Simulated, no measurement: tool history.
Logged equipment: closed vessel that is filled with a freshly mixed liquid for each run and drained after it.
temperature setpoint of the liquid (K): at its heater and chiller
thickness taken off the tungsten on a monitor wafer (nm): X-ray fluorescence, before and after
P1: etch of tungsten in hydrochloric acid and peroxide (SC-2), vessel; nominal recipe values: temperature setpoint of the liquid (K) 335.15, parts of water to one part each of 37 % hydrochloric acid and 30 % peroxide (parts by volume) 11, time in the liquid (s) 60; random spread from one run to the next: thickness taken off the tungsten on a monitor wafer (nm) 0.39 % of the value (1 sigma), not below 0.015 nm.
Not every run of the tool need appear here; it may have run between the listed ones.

run	day	temperature setpoint of the liquid (K)	parts of water to one part each of 37 % hydrochloric acid and 30 % peroxide (parts by volume)	time in the liquid (s)	thickness taken off the tungsten on a monitor wafer (nm)
1	0.292	335.15	11	60	30.665
2	0.529	335.15	4	60	66.539
3	0.875	335.15	11	60	30.851
4	1.067	335.15	11	30	15.496
# day 1.129: new drum of peroxide connected
5	1.367	335.15	11	60	30.666
6	1.717	318.65	11	60	10.457
7	1.946	335.15	11	60	30.912
8	2.158	335.15	15.5	60	22.931
9	2.567	335.15	11	110	56.647
10	2.842	345.15	11	60	55.972
11	3.2	320.15	19.5	60	6.9968
12	3.408	335.15	11	60	30.897

Estimate the outcome of run 13 from the log above:
13	3.796	335.15	11	60	?

thickness taken off the tungsten on a monitor wafer (nm): 32.015
